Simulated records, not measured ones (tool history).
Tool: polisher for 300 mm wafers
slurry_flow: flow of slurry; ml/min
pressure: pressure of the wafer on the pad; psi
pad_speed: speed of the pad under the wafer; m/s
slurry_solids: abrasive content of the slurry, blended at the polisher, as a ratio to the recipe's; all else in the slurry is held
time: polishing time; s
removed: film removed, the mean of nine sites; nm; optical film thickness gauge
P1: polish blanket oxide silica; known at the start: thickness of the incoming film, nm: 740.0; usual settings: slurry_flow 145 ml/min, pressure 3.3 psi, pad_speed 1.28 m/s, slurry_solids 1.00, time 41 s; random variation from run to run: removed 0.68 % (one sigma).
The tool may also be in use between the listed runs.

run   hour  slurry_flow  pressure  pad_speed  slurry_solids  time  wafers polished on this pad  hours since the slurry nozzle was cleaned  hours since the head pressure was calibrated  hours since the slurry blender was calibrated  hours since the conditioning disc was replaced  removed
  1    8.6          145       3.3       1.28           1.00    41                          346                                      180.2                                         258.0                                           65.4                                           308.4   98.237
  2   17.6          145       1.6       1.28           1.00    41                          432                                      189.2                                         267.0                                           74.4                                           317.4   47.789
  3   23.9          145       3.3       1.28           1.00    51                          493                                      195.5                                         273.3                                           80.7                                           323.7  122.090
  4   28.2          145       3.3       1.28           1.00    19                          534                                      199.8                                         277.6                                           85.0                                           328.0   45.115
  5   32.3          145       3.3       0.60           1.00    41                          574                                      203.9                                         281.7                                           89.1                                           332.1   54.084
  6   39.0          145       3.3       1.98           1.00    41                          638                                      210.6                                         288.4                                           95.8                                           338.8  140.600
  7   46.5          145       3.3       1.28           1.40    41                          710                                      218.1                                         295.9                                          103.3                                           346.3  113.920
  8   53.5          145       5.3       1.28           1.00    41                          777                                      225.1                                         302.9                                          110.3                                           353.3  158.700
  9   59.4          145       3.3       1.28           1.00    41                          834                                      231.0                                         308.8                                          116.2                                           359.2   98.004
 10   65.1          145       1.9       1.28           1.35    41                          888                                      236.7                                         314.5                                          121.9                                           364.9   64.602
 11   70.4           85       3.3       1.28           1.00    41                          939                                      242.0                                         319.8                                          127.2                                           370.2   87.720
 12   74.7          145       3.3       1.28           1.00    41                          980                                      246.3                                         324.1                                          131.5                                           374.5   98.993
 13   83.0          145       3.3       1.28           0.65    41                         1060                                      254.6                                         332.4                                          139.8                                           382.8   79.360
 14   87.3          185       3.3       1.28           1.00    41                         1101                                      258.9                                         336.7                                          144.1                                           387.1  102.910
 15   94.4          145       1.8       1.28           1.00    60                         1169                                      266.0                                         343.8                                          151.2                                           394.2   78.854
 16   99.2          145       3.3       1.28           1.00    41                         1215                                      270.8                                         348.6                                          156.0                                           399.0   98.169
 17  105.8          145       3.3       1.28           1.00    41                         1279                                      277.4                                         355.2                                          162.6                                           405.6   97.783
 18  111.4          145       3.3       1.28           1.00    41                         1333                                      283.0                                         360.8                                          168.2                                           411.2   98.609
 19  117.2          145       3.3       1.28           1.00    41                         1388                                      288.8                                         366.6                                          174.0                                           417.0   94.622
 20  124.8          145       3.3       1.28           1.00    41                         1461                                      296.4                                         374.2                                          181.6                                           424.6   92.800
 21  129.2          145       3.3       1.28           1.00    41                         1503                                      300.8                                         378.6                                          186.0                                           429.0   91.828
 22  133.8          145       3.3       1.28           1.00    41                         1547                                      305.4                                         383.2                                          190.6                                           433.6   89.968
     137.4  -- head pressure recalibrated
 23  139.4          145       3.3       1.28           1.00    41                         1601                                      311.0                                           2.1                                          196.2                                           439.2   87.869
 24  147.2          145       3.3       1.28           1.00    41                         1676                                      318.8                                           9.9                                          204.0                                           447.0   88.620
     150.6  -- slurry nozzle cleaned
 25  153.0          145       3.3       1.28           1.00    41                         1732                                        2.4                                          15.7                                          209.8                                           452.8   88.223
 26  158.4          145       3.3       1.28           1.00    41                         1784                                        7.8                                          21.1                                          215.2                                           458.2   87.406
     162.0  -- conditioning disc replaced and pad reconditioned
 27  163.3          145       3.3       1.28           1.00    41                         1831                                       12.7                                          26.0                                          220.1                                             1.3   87.778
 28  172.1          145       3.3       1.28           1.00    41                         1915                                       21.5                                          34.8                                          228.9                                            10.1   86.254
 29  180.8          145       3.3       1.28           1.00    41                         1998                                       30.2                                          43.5                                          237.6                                            18.8   86.973

What P1 gives has crept away from where it was. These 2 causes fit the log equally well, each at the size given:
A: abrasive missing from the slurry, % = 23.2
B: removal rate lost through wear of the pad, % = 12.1
The creep began at about hour 111.4.
Why every other cause is out:
slurry flow missing at the pad, %: serviced at hour 150.6, which brought nothing back
head's pressure below its setpoint, %: serviced at hour 137.4, which brought nothing back
time polished since the conditioner stopped cutting, s: serviced at hour 162.0, which brought nothing back

4 check runs are offered, each on 5 wafers whose results are averaged, their results left as question marks. Which one tells the causes apart?
check 1  189.5          145       5.2       1.28           1.00    21                                                                                                                                                                                                                             ?
check 2  189.5          145       5.1       1.96           1.00    41                                                                                                                                                                                                                             ?
check 3  189.5          145       1.7       1.28           1.40    41                                                                                                                                                                                                                             ?
check 4  189.5          145       3.3       1.68           1.00    41                                                                                                                                                                                                                             ?

What each check would give under each cause:
  check   result     if A     if B
check 1  removed   70.000   69.979
check 2  removed  188.480  188.420
check 3  removed   52.483   51.333
check 4  removed  107.810  107.780
How far apart the two closest causes lie, in the result that separates them most: check 1 0.03 %; check 2 0.03 %; check 3 2.22 %; check 4 0.03 %
Check 3 tells the causes apart: in the others they would give nearly the same result.

Check 3 was then run and gave: removed 52.540 nm. Which cause is it?

It is A: abrasive missing from the slurry, %.
